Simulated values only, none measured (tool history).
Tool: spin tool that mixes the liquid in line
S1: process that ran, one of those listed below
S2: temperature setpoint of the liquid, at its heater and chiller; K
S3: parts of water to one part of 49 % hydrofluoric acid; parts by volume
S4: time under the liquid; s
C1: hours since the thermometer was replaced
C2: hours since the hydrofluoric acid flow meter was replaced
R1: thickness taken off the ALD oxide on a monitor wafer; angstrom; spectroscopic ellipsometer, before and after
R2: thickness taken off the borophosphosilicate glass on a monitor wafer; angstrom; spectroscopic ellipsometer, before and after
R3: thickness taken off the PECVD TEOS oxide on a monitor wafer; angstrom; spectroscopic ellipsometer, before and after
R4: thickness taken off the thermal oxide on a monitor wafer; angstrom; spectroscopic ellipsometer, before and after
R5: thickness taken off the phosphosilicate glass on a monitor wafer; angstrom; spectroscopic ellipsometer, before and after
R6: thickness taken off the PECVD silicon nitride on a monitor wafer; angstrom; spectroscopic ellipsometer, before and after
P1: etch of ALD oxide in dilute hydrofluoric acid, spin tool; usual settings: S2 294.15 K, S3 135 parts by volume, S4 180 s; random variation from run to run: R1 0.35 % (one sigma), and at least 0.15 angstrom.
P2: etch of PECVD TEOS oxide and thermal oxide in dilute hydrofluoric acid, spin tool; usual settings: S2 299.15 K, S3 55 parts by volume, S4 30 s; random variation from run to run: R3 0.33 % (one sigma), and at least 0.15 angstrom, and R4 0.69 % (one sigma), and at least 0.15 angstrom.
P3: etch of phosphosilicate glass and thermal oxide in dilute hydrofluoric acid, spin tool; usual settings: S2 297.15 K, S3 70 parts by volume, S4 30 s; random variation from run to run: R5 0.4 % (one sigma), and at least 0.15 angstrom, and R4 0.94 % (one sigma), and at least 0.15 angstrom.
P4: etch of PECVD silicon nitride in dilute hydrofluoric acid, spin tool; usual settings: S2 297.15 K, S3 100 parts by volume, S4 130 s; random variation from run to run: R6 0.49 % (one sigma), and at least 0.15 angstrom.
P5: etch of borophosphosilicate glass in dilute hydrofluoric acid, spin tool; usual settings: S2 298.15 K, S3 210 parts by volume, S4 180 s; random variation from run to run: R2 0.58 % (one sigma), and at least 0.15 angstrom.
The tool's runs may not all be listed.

run 1 hour=4.7 | S1=P1 S2=294.15 S3=135 S4=180 | C1=453.0 C2=873.2 | R1=203.800
run 2 hour=7.7 | S1=P5 S2=303.15 S3=210 S4=180 | C1=456.0 C2=876.2 | R2=571.670
run 3 hour=10.6 | S1=P2 S2=306.65 S3=55 S4=30 | C1=458.9 C2=879.1 | R3=144.000 R4=38.269
run 4 hour=13.3 | S1=P1 S2=290.15 S3=135 S4=180 | C1=461.6 C2=881.8 | R1=174.600
run 5 hour=16.7 | S1=P5 S2=298.15 S3=210 S4=180 | C1=465.0 C2=885.2 | R2=479.980
run 6 hour=20.8 | S1=P1 S2=294.15 S3=135 S4=180 | C1=469.1 C2=889.3 | R1=203.760
run 7 hour=24.2 | S1=P1 S2=294.15 S3=135 S4=180 | C1=472.5 C2=892.7 | R1=204.580
run 8 hour=28.4 | S1=P5 S2=298.15 S3=210 S4=180 | C1=476.7 C2=896.9 | R2=484.930
run 9 hour=32.9 | S1=P1 S2=301.15 S3=135 S4=180 | C1=481.2 C2=901.4 | R1=268.060
run 10 hour=35.7 | S1=P3 S2=297.15 S3=70 S4=30 | C1=484.0 C2=904.2 | R4=22.932 R5=404.72
run 11 hour=39.8 | S1=P1 S2=294.15 S3=80 S4=180 | C1=488.1 C2=908.3 | R1=367.160
run 12 hour=42.9 | S1=P3 S2=297.15 S3=70 S4=55 | C1=491.2 C2=911.4 | R4=41.201 R5=742.66
run 13 hour=46.4 | S1=P1 S2=294.15 S3=200 S4=345 | C1=494.7 C2=914.9 | R1=247.190
run 14 hour=48.7 | S1=P3 S2=297.15 S3=70 S4=30 | C1=497.0 C2=917.2 | R4=22.639 R5=404.02
run 15 hour=51.9 | S1=P5 S2=298.15 S3=315 S4=180 | C1=500.2 C2=920.4 | R2=291.330
run 16 hour=56.3 | S1=P2 S2=299.15 S3=55 S4=30 | C1=504.6 C2=924.8 | R3=107.870 R4=29.288
run 17 hour=58.5 | S1=P1 S2=294.15 S3=215 S4=180 | C1=506.8 C2=927.0 | R1=118.360
run 18 hour=62.6 | S1=P4 S2=303.15 S3=100 S4=130 | C1=510.9 C2=931.1 | R6=80.647
run 19 hour=65.5 | S1=P2 S2=299.15 S3=55 S4=15 | C1=513.8 C2=934.0 | R3=53.659 R4=14.216
run 20 hour=69.9 | S1=P3 S2=290.15 S3=70 S4=30 | C1=518.2 C2=938.4 | R4=17.374 R5=300.24
run 21 hour=72.0 | S1=P1 S2=294.15 S3=135 S4=75 | C1=520.3 C2=940.5 | R1=84.882
run 22 hour=75.2 | S1=P1 S2=294.15 S3=135 S4=180 | C1=523.5 C2=943.7 | R1=206.240
run 23 hour=77.5 | S1=P5 S2=298.15 S3=210 S4=15 | C1=525.8 C2=946.0 | R2=40.401
run 24 hour=80.4 | S1=P2 S2=299.15 S3=55 S4=30 | C1=528.7 C2=948.9 | R3=107.630 R4=28.834
run 25 hour=83.4 | S1=P4 S2=297.15 S3=100 S4=130 | C1=531.7 C2=951.9 | R6=55.264
run 26 hour=86.9 | S1=P1 S2=294.15 S3=135 S4=340 | C1=535.2 C2=955.4 | R1=387.810
run 27 hour=90.1 | S1=P4 S2=297.15 S3=45 S4=130 | C1=538.4 C2=958.6 | R6=120.440
run 28 hour=93.5 | S1=P1 S2=294.15 S3=135 S4=180 | C1=541.8 C2=962.0 | R1=203.950
run 29 hour=95.9 | S1=P1 S2=294.15 S3=135 S4=180 | C1=544.2 C2=964.4 | R1=205.330
run 30 hour=99.8 | S1=P3 S2=297.15 S3=125 S4=30 | C1=548.1 C2=968.3 | R4=12.138 R5=213.12
run 31 hour=103.6 | S1=P2 S2=299.15 S3=20 S4=30 | C1=551.9 C2=972.1 | R3=308.500 R4=82.744
run 32 hour=106.8 | S1=P1 S2=294.15 S3=135 S4=180 | C1=555.1 C2=975.3 | R1=205.620
run 33 hour=110.6 | S1=P4 S2=297.15 S3=100 S4=215 | C1=558.9 C2=979.1 | R6=90.821

Run 34 comes next. What will it give?
run 34 hour=113.1 | S1=P1 S2=294.15 S3=135 S4=180 | C1=561.4 C2=981.6 | R1=?

Run 34 gave R1 205.130 angstrom.

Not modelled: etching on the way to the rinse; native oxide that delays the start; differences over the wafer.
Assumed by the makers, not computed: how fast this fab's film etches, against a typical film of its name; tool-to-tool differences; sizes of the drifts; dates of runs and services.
